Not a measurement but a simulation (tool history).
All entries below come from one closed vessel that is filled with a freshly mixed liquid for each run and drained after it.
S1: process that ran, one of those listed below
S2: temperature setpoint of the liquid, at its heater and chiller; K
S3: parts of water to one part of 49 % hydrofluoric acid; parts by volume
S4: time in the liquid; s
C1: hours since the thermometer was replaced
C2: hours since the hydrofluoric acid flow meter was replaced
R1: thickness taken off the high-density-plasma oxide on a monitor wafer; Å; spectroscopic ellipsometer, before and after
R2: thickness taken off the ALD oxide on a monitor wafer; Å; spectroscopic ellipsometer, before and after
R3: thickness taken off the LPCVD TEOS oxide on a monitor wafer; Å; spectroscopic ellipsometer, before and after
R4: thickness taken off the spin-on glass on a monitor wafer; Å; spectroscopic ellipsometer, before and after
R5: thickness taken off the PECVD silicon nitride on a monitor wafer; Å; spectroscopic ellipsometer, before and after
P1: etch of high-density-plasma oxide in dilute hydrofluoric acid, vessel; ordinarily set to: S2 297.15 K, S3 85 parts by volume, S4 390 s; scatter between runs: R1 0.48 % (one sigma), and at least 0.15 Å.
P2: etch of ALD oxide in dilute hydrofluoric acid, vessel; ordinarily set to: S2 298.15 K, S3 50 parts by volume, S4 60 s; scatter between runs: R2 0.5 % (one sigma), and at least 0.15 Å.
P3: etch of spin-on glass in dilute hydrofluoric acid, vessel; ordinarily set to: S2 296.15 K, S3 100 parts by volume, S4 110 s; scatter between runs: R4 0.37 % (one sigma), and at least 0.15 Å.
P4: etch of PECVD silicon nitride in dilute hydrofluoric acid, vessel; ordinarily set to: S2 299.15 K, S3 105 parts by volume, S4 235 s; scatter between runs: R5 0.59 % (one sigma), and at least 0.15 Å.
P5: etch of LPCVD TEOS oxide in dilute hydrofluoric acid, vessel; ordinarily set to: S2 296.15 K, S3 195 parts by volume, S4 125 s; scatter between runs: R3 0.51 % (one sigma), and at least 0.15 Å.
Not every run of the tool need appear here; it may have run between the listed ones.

run 1 day=0.175 | S1=P1 S2=297.15 S3=85 S4=390 | C1=749.4 C2=462.5 | R1=397.47
run 2 day=0.350 | S1=P2 S2=298.15 S3=50 S4=60 | C1=753.6 C2=466.7 | R2=385.47
run 3 day=0.517 | S1=P5 S2=296.15 S3=195 S4=125 | C1=757.6 C2=470.7 | R3=135.53
run 4 day=0.617 | S1=P1 S2=297.15 S3=85 S4=390 | C1=760.0 C2=473.1 | R1=391.73
run 5 day=0.758 | S1=P1 S2=297.15 S3=85 S4=390 | C1=763.4 C2=476.5 | R1=395.86
run 6 day=0.942 | S1=P1 S2=297.15 S3=85 S4=390 | C1=767.8 C2=480.9 | R1=395.12
run 7 day=1.112 | S1=P1 S2=297.15 S3=60 S4=750 | C1=771.9 C2=485.0 | R1=1114.70
run 8 day=1.204 | S1=P1 S2=292.15 S3=40 S4=390 | C1=774.1 C2=487.2 | R1=717.87
run 9 day=1.338 | S1=P1 S2=297.15 S3=85 S4=390 | C1=777.3 C2=490.4 | R1=395.29
run 10 day=1.442 | S1=P2 S2=304.65 S3=50 S4=60 | C1=779.8 C2=492.9 | R2=497.23
run 11 day=1.621 | S1=P5 S2=296.15 S3=195 S4=240 | C1=784.1 C2=497.2 | R3=260.69
run 12 day=1.733 | S1=P3 S2=296.15 S3=165 S4=110 | C1=786.8 C2=499.9 | R4=196.66
run 13 day=1.883 | S1=P1 S2=297.15 S3=150 S4=390 | C1=790.4 C2=503.5 | R1=207.14
run 14 day=2.038 | S1=P2 S2=298.15 S3=80 S4=60 | C1=794.1 C2=507.2 | R2=228.18
run 15 day=2.125 | S1=P4 S2=291.65 S3=105 S4=235 | C1=796.2 C2=509.3 | R5=35.484
run 16 day=2.254 | S1=P5 S2=300.15 S3=195 S4=125 | C1=799.3 C2=512.4 | R3=156.08
run 17 day=2.358 | S1=P2 S2=298.15 S3=50 S4=60 | C1=801.8 C2=514.9 | R2=386.67
run 18 day=2.521 | S1=P5 S2=296.15 S3=75 S4=125 | C1=805.7 C2=518.8 | R3=400.82
run 19 day=2.667 | S1=P3 S2=302.15 S3=100 S4=110 | C1=809.2 C2=522.3 | R4=438.46
run 20 day=2.821 | S1=P3 S2=296.15 S3=100 S4=110 | C1=812.9 C2=526.0 | R4=348.92
run 21 day=2.917 | S1=P2 S2=298.15 S3=50 S4=115 | C1=815.2 C2=528.3 | R2=740.19
run 22 day=3.088 | S1=P4 S2=299.15 S3=105 S4=130 | C1=819.3 C2=532.4 | R5=32.686
-- day=3.104 thermometer replaced
run 23 day=3.238 | S1=P1 S2=297.15 S3=50 S4=390 | C1=3.2 C2=536.0 | R1=699.48
run 24 day=3.371 | S1=P4 S2=299.15 S3=25 S4=235 | C1=6.4 C2=539.2 | R5=242.870
run 25 day=3.533 | S1=P3 S2=296.15 S3=100 S4=205 | C1=10.3 C2=543.1 | R4=649.98
run 26 day=3.642 | S1=P4 S2=299.15 S3=105 S4=235 | C1=12.9 C2=545.7 | R5=59.267
run 27 day=3.771 | S1=P1 S2=290.65 S3=85 S4=390 | C1=16.0 C2=548.8 | R1=302.50
run 28 day=3.858 | S1=P1 S2=304.65 S3=85 S4=390 | C1=18.1 C2=550.9 | R1=526.59
run 29 day=3.938 | S1=P1 S2=297.15 S3=85 S4=625 | C1=20.0 C2=552.8 | R1=633.24
run 30 day=4.108 | S1=P3 S2=296.15 S3=100 S4=110 | C1=24.1 C2=556.9 | R4=349.91
run 31 day=4.188 | S1=P1 S2=297.15 S3=85 S4=110 | C1=26.0 C2=558.8 | R1=111.77

The next listed run, before its measurement:
run 32 day=4.338 | S1=P1 S2=297.15 S3=85 S4=390 | C1=29.6 C2=562.4 | R1=?

R1: 393.40 Å
